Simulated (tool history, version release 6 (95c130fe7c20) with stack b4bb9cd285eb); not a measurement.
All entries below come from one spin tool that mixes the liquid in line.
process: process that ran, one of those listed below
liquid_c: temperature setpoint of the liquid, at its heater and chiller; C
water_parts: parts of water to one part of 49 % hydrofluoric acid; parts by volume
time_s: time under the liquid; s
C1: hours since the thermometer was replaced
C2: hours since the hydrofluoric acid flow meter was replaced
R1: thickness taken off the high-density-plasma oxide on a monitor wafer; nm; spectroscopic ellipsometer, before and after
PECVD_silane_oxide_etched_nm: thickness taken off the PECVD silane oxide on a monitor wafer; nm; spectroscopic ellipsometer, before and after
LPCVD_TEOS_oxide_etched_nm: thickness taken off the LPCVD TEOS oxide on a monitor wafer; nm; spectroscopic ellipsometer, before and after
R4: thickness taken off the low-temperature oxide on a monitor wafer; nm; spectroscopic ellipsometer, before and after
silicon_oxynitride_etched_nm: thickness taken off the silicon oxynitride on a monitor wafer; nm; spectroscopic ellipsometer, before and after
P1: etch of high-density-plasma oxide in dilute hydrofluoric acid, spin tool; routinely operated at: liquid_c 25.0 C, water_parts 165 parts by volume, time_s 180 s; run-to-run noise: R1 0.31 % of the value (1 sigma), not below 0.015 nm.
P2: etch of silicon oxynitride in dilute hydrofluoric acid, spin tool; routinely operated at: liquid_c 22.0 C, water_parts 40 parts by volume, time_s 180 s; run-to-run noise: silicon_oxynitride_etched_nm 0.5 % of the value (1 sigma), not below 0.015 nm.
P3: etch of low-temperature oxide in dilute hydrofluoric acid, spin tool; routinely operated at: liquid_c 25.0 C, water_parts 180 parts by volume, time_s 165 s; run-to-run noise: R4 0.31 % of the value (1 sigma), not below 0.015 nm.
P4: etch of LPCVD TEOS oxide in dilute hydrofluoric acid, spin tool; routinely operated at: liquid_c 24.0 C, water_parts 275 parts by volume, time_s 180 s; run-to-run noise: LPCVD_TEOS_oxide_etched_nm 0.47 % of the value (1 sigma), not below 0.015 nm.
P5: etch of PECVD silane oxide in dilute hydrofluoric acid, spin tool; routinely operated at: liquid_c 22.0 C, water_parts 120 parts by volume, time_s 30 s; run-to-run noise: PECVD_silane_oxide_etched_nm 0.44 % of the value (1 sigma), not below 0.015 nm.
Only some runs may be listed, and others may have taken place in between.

{"run": 1, "hour": 12.3, "process": "P1", "liquid_c": 25.0, "water_parts": 165, "time_s": 180, "C1": 1507.8, "C2": 706.7, "R1": 8.7449}
{"run": 2, "hour": 21.0, "process": "P5", "liquid_c": 22.0, "water_parts": 120, "time_s": 30, "C1": 1516.5, "C2": 715.4, "PECVD_silane_oxide_etched_nm": 7.1601}
{"run": 3, "hour": 29.4, "process": "P4", "liquid_c": 24.0, "water_parts": 275, "time_s": 270, "C1": 1524.9, "C2": 723.8, "LPCVD_TEOS_oxide_etched_nm": 23.832}
{"run": 4, "hour": 42.5, "process": "P1", "liquid_c": 25.0, "water_parts": 165, "time_s": 280, "C1": 1538.0, "C2": 736.9, "R1": 13.601}
{"run": 5, "hour": 51.4, "process": "P3", "liquid_c": 25.0, "water_parts": 180, "time_s": 240, "C1": 1546.9, "C2": 745.8, "R4": 44.683}
{"run": 6, "hour": 59.4, "process": "P4", "liquid_c": 24.0, "water_parts": 275, "time_s": 180, "C1": 1554.9, "C2": 753.8, "LPCVD_TEOS_oxide_etched_nm": 15.808}
{"run": 7, "hour": 66.0, "process": "P2", "liquid_c": 22.0, "water_parts": 40, "time_s": 325, "C1": 1561.5, "C2": 760.4, "silicon_oxynitride_etched_nm": 16.086}
{"run": 8, "hour": 79.6, "process": "P5", "liquid_c": 17.0, "water_parts": 120, "time_s": 30, "C1": 1575.1, "C2": 774.0, "PECVD_silane_oxide_etched_nm": 5.8248}
{"run": 9, "hour": 86.1, "process": "P1", "liquid_c": 25.0, "water_parts": 165, "time_s": 180, "C1": 1581.6, "C2": 780.5, "R1": 8.7995}
{"run": 10, "hour": 98.4, "process": "P5", "liquid_c": 22.0, "water_parts": 120, "time_s": 15, "C1": 1593.9, "C2": 792.8, "PECVD_silane_oxide_etched_nm": 3.5913}
{"run": 11, "hour": 110.0, "process": "P1", "liquid_c": 25.0, "water_parts": 235, "time_s": 180, "C1": 1605.5, "C2": 804.4, "R1": 5.7353}
{"run": 12, "hour": 119.0, "process": "P4", "liquid_c": 17.5, "water_parts": 275, "time_s": 180, "C1": 1614.5, "C2": 813.4, "LPCVD_TEOS_oxide_etched_nm": 12.529}
{"run": 13, "hour": 128.6, "process": "P2", "liquid_c": 22.0, "water_parts": 40, "time_s": 180, "C1": 1624.1, "C2": 823.0, "silicon_oxynitride_etched_nm": 8.9019}
{"hour": 140.6, "done": "thermometer replaced"}
{"run": 14, "hour": 141.1, "process": "P1", "liquid_c": 25.0, "water_parts": 165, "time_s": 90, "C1": 0.5, "C2": 835.5, "R1": 4.3749}
{"run": 15, "hour": 154.7, "process": "P2", "liquid_c": 22.0, "water_parts": 65, "time_s": 180, "C1": 14.1, "C2": 849.1, "silicon_oxynitride_etched_nm": 5.3725}
{"run": 16, "hour": 168.7, "process": "P1", "liquid_c": 25.0, "water_parts": 165, "time_s": 180, "C1": 28.1, "C2": 863.1, "R1": 8.8206}
{"run": 17, "hour": 176.3, "process": "P1", "liquid_c": 19.5, "water_parts": 165, "time_s": 180, "C1": 35.7, "C2": 870.7, "R1": 7.0879}
{"run": 18, "hour": 186.1, "process": "P3", "liquid_c": 18.5, "water_parts": 180, "time_s": 165, "C1": 45.5, "C2": 880.5, "R4": 23.912}
{"run": 19, "hour": 192.6, "process": "P3", "liquid_c": 25.0, "water_parts": 180, "time_s": 165, "C1": 52.0, "C2": 887.0, "R4": 30.633}
{"run": 20, "hour": 200.3, "process": "P1", "liquid_c": 18.5, "water_parts": 65, "time_s": 180, "C1": 59.7, "C2": 894.7, "R1": 19.358}
{"run": 21, "hour": 206.7, "process": "P4", "liquid_c": 24.0, "water_parts": 125, "time_s": 180, "C1": 66.1, "C2": 901.1, "LPCVD_TEOS_oxide_etched_nm": 41.15}
{"run": 22, "hour": 219.7, "process": "P2", "liquid_c": 30.0, "water_parts": 40, "time_s": 180, "C1": 79.1, "C2": 914.1, "silicon_oxynitride_etched_nm": 13.109}
{"run": 23, "hour": 227.1, "process": "P1", "liquid_c": 25.0, "water_parts": 85, "time_s": 180, "C1": 86.5, "C2": 921.5, "R1": 18.786}
{"run": 24, "hour": 239.8, "process": "P1", "liquid_c": 25.0, "water_parts": 165, "time_s": 180, "C1": 99.2, "C2": 934.2, "R1": 8.8383}
{"run": 25, "hour": 251.0, "process": "P4", "liquid_c": 24.0, "water_parts": 275, "time_s": 180, "C1": 110.4, "C2": 945.4, "LPCVD_TEOS_oxide_etched_nm": 15.883}
{"run": 26, "hour": 262.4, "process": "P3", "liquid_c": 25.0, "water_parts": 60, "time_s": 165, "C1": 121.8, "C2": 956.8, "R4": 106.47}
{"run": 27, "hour": 274.3, "process": "P1", "liquid_c": 21.5, "water_parts": 85, "time_s": 180, "C1": 133.7, "C2": 968.7, "R1": 16.321}
{"run": 28, "hour": 283.7, "process": "P5", "liquid_c": 22.0, "water_parts": 55, "time_s": 30, "C1": 143.1, "C2": 978.1, "PECVD_silane_oxide_etched_nm": 16.991}
{"run": 29, "hour": 296.8, "process": "P1", "liquid_c": 33.0, "water_parts": 165, "time_s": 180, "C1": 156.2, "C2": 991.2, "R1": 11.728}
{"run": 30, "hour": 307.9, "process": "P3", "liquid_c": 25.0, "water_parts": 180, "time_s": 165, "C1": 167.3, "C2": 1002.3, "R4": 30.543}
{"run": 31, "hour": 320.6, "process": "P1", "liquid_c": 32.5, "water_parts": 90, "time_s": 180, "C1": 180.0, "C2": 1015.0, "R1": 23.479}
{"run": 32, "hour": 333.5, "process": "P1", "liquid_c": 25.0, "water_parts": 165, "time_s": 180, "C1": 192.9, "C2": 1027.9, "R1": 8.8132}
{"run": 33, "hour": 346.1, "process": "P1", "liquid_c": 25.0, "water_parts": 165, "time_s": 180, "C1": 205.5, "C2": 1040.5, "R1": 9.0785}
{"run": 34, "hour": 357.2, "process": "P1", "liquid_c": 25.0, "water_parts": 165, "time_s": 180, "C1": 216.6, "C2": 1051.6, "R1": 9.3152}
{"run": 35, "hour": 370.8, "process": "P1", "liquid_c": 25.0, "water_parts": 165, "time_s": 180, "C1": 230.2, "C2": 1065.2, "R1": 9.4051}
{"run": 36, "hour": 381.6, "process": "P1", "liquid_c": 25.0, "water_parts": 165, "time_s": 180, "C1": 241.0, "C2": 1076.0, "R1": 9.4969}
{"run": 37, "hour": 388.2, "process": "P1", "liquid_c": 25.0, "water_parts": 165, "time_s": 180, "C1": 247.6, "C2": 1082.6, "R1": 9.4937}
{"run": 38, "hour": 398.2, "process": "P1", "liquid_c": 25.0, "water_parts": 165, "time_s": 180, "C1": 257.6, "C2": 1092.6, "R1": 9.5406}
{"run": 39, "hour": 408.6, "process": "P1", "liquid_c": 25.0, "water_parts": 165, "time_s": 180, "C1": 268.0, "C2": 1103.0, "R1": 9.5743}
{"run": 40, "hour": 421.3, "process": "P1", "liquid_c": 25.0, "water_parts": 165, "time_s": 180, "C1": 280.7, "C2": 1115.7, "R1": 9.5609}
{"run": 41, "hour": 429.9, "process": "P1", "liquid_c": 25.0, "water_parts": 165, "time_s": 180, "C1": 289.3, "C2": 1124.3, "R1": 9.5862}

What P1 gives has crept away from where it was. These 2 causes fit the log equally well, each at the size given:
A: hydrofluoric acid flow above the setpoint (%) = 7.22
B: liquid hotter than its thermometer reads (K) = 2.24
The gradual shift began around hour 333.5.

Each of the 4 check runs below uses one wafer; its results are left as question marks. Which run tells the causes apart?
{"run": "check 1", "hour": 438.5, "process": "P4", "liquid_c": 24.0, "water_parts": 275, "time_s": 180, "LPCVD_TEOS_oxide_etched_nm": "?"}
{"run": "check 2", "hour": 438.5, "process": "P5", "liquid_c": 22.0, "water_parts": 120, "time_s": 30, "PECVD_silane_oxide_etched_nm": "?"}
{"run": "check 3", "hour": 438.5, "process": "P3", "liquid_c": 25.0, "water_parts": 180, "time_s": 165, "R4": "?"}
{"run": "check 4", "hour": 438.5, "process": "P2", "liquid_c": 22.0, "water_parts": 40, "time_s": 180, "silicon_oxynitride_etched_nm": "?"}

What each check would give under each cause:
check=check_1 result=LPCVD_TEOS_oxide_etched_nm if_A=17.361 if_B=17.181
check=check_2 result=PECVD_silane_oxide_etched_nm if_A=7.7761 if_B=7.8483
check=check_3 result=R4 if_A=33.382 if_B=33.334
check=check_4 result=silicon_oxynitride_etched_nm if_A=9.5579 if_B=9.9410
Per-check spread between the two closest causes, in the result where they differ most: check 1 1.04 %; check 2 0.93 %; check 3 0.14 %; check 4 3.93 %
Check 4 is the one run that separates the causes; every other check would come out nearly the same whichever cause is at work.

Running check 4 produced the following: silicon_oxynitride_etched_nm 9.9312 nm. Which one of the listed causes fits?

It is B: liquid hotter than its thermometer reads (K).

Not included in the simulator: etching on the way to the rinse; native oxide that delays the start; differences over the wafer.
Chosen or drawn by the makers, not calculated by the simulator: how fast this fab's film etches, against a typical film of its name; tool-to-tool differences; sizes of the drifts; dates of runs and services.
